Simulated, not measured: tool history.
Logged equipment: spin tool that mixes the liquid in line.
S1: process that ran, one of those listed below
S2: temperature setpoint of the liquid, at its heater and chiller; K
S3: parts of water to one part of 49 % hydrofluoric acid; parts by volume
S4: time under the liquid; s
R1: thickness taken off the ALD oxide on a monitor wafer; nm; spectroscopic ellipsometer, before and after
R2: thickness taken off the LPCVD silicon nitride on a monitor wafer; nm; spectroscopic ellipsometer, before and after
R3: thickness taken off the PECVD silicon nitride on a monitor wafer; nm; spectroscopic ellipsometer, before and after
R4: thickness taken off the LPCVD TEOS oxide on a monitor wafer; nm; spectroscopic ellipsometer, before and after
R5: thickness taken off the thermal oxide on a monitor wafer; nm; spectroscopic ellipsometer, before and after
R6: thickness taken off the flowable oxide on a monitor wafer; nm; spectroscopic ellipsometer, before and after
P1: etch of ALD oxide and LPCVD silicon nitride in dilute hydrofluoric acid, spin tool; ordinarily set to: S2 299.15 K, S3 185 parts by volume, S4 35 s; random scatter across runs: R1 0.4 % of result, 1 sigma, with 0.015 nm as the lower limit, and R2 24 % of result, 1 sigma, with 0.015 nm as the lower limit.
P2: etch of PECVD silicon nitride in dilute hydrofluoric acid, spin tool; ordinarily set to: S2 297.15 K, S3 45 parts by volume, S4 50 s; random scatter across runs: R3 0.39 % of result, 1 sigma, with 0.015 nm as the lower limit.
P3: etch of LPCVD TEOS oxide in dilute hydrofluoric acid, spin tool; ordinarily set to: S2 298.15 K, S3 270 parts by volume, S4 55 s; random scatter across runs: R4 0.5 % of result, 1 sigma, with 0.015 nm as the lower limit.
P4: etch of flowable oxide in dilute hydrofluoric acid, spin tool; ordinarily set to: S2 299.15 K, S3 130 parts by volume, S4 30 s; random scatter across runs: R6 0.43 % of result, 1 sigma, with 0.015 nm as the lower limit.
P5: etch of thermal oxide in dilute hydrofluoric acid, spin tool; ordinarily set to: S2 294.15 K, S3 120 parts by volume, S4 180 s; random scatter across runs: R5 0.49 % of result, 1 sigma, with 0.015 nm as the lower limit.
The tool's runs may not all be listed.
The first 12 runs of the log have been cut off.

run	day	S1	S2	S3	S4	R1	R2	R3	R4	R5	R6
13	4.642	P3	298.15	165	55				7.8253		
14	4.925	P2	297.15	25	50			10.227			
15	5.158	P5	294.15	120	95					3.2025	
16	5.567	P4	299.15	130	60						15.275
17	6.046	P2	297.15	45	90			10.418			
18	6.312	P5	294.15	35	180					23.322	
19	6.625	P4	295.65	130	30						6.6767
20	6.879	P4	299.15	130	30						7.5393

Predict the results of run 21:
21	7.25	P1	291.15	185	35	?	?				

R1: 4.38 nm
R2: 0.089378 nm
